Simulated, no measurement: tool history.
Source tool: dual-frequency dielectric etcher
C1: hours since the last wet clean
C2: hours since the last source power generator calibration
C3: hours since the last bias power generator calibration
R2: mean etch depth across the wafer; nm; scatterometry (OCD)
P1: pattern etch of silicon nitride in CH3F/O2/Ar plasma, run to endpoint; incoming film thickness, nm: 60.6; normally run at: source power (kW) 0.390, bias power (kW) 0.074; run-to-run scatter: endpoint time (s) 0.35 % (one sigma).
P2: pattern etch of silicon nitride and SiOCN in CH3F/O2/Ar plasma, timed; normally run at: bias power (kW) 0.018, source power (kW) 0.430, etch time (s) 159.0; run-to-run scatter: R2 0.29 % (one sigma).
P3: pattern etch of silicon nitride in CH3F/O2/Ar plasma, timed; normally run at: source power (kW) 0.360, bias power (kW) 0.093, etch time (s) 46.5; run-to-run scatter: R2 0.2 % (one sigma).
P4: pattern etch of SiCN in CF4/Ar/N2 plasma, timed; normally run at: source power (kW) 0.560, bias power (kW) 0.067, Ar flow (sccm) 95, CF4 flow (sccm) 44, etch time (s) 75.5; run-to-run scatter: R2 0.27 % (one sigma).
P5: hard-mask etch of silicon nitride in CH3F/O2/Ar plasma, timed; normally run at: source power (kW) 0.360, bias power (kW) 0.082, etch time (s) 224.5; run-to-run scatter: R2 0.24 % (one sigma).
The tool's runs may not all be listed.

Run 1, day 0.267: process that ran P1, source power (kW) 0.390, bias power (kW) 0.074; C1 249.9; C2 1464.4; C3 661.2. Result: endpoint time (s) 86.881.
Run 2, day 0.417: process that ran P2, source power (kW) 0.430, bias power (kW) 0.018, etch time (s) 100.5; C1 253.5; C2 1468.0; C3 664.8. Result: R2 12.941 nm.
Run 3, day 0.688: process that ran P1, source power (kW) 0.390, bias power (kW) 0.044; C1 260.0; C2 1474.5; C3 671.3. Result: endpoint time (s) 102.530.
Run 4, day 0.958: process that ran P1, source power (kW) 0.390, bias power (kW) 0.074; C1 266.5; C2 1481.0; C3 677.8. Result: endpoint time (s) 86.143.
Run 5, day 1.179: process that ran P1, source power (kW) 0.480, bias power (kW) 0.057; C1 271.8; C2 1486.3; C3 683.1. Result: endpoint time (s) 87.344.
Run 6, day 1.371: process that ran P1, source power (kW) 0.520, bias power (kW) 0.074; C1 276.4; C2 1490.9; C3 687.7. Result: endpoint time (s) 77.587.
Run 7, day 1.629: process that ran P4, source power (kW) 0.560, bias power (kW) 0.048, etch time (s) 75.5, Ar flow (sccm) 95, CF4 flow (sccm) 44; C1 282.6; C2 1497.1; C3 693.9. Result: R2 62.150 nm.
Run 8, day 1.846: process that ran P5, source power (kW) 0.360, bias power (kW) 0.113, etch time (s) 224.5; C1 287.8; C2 1502.3; C3 699.1. Result: R2 179.590 nm.
Run 9, day 2.062: process that ran P1, source power (kW) 0.390, bias power (kW) 0.074; C1 293.0; C2 1507.5; C3 704.3. Result: endpoint time (s) 87.054.
Run 10, day 2.233: process that ran P2, source power (kW) 0.570, bias power (kW) 0.018, etch time (s) 159.0; C1 297.1; C2 1511.6; C3 708.4. Result: R2 22.650 nm.
Run 11, day 2.362: process that ran P2, source power (kW) 0.430, bias power (kW) 0.018, etch time (s) 159.0; C1 300.2; C2 1514.7; C3 711.5. Result: R2 20.408 nm.
Run 12, day 2.533: process that ran P1, source power (kW) 0.480, bias power (kW) 0.050; C1 304.3; C2 1518.8; C3 715.6. Result: endpoint time (s) 90.955.
Run 13, day 2.796: process that ran P5, source power (kW) 0.360, bias power (kW) 0.082, etch time (s) 172.5; C1 310.6; C2 1525.1; C3 721.9. Result: R2 122.650 nm.
Run 14, day 2.925: process that ran P5, source power (kW) 0.360, bias power (kW) 0.082, etch time (s) 224.5; C1 313.7; C2 1528.2; C3 725.0. Result: R2 159.730 nm.
Run 15, day 3.079: process that ran P4, source power (kW) 0.770, bias power (kW) 0.067, etch time (s) 75.5, Ar flow (sccm) 95, CF4 flow (sccm) 44; C1 317.4; C2 1531.9; C3 728.7. Result: R2 92.378 nm.
Run 16, day 3.258: process that ran P2, source power (kW) 0.430, bias power (kW) 0.018, etch time (s) 159.0; C1 321.7; C2 1536.2; C3 733.0. Result: R2 20.446 nm.
Run 17, day 3.496: process that ran P5, source power (kW) 0.240, bias power (kW) 0.082, etch time (s) 224.5; C1 327.4; C2 1541.9; C3 738.7. Result: R2 137.300 nm.
Run 18, day 3.671: process that ran P1, source power (kW) 0.310, bias power (kW) 0.074; C1 331.6; C2 1546.1; C3 742.9. Result: endpoint time (s) 94.359.
Run 19, day 3.817: process that ran P3, source power (kW) 0.360, bias power (kW) 0.093, etch time (s) 58.5; C1 335.1; C2 1549.6; C3 746.4. Result: R2 41.696 nm.
Run 20, day 4.000: process that ran P3, source power (kW) 0.210, bias power (kW) 0.093, etch time (s) 46.5; C1 339.5; C2 1554.0; C3 750.8. Result: R2 27.087 nm.

Predict the results of run 21:
Run 21, day 4.138: process that ran P1, source power (kW) 0.390, bias power (kW) 0.074; C1 342.8; C2 1557.3; C3 754.1. Result: endpoint time (s) ?.

{"run 21": {"endpoint time (s)": 86.125}}
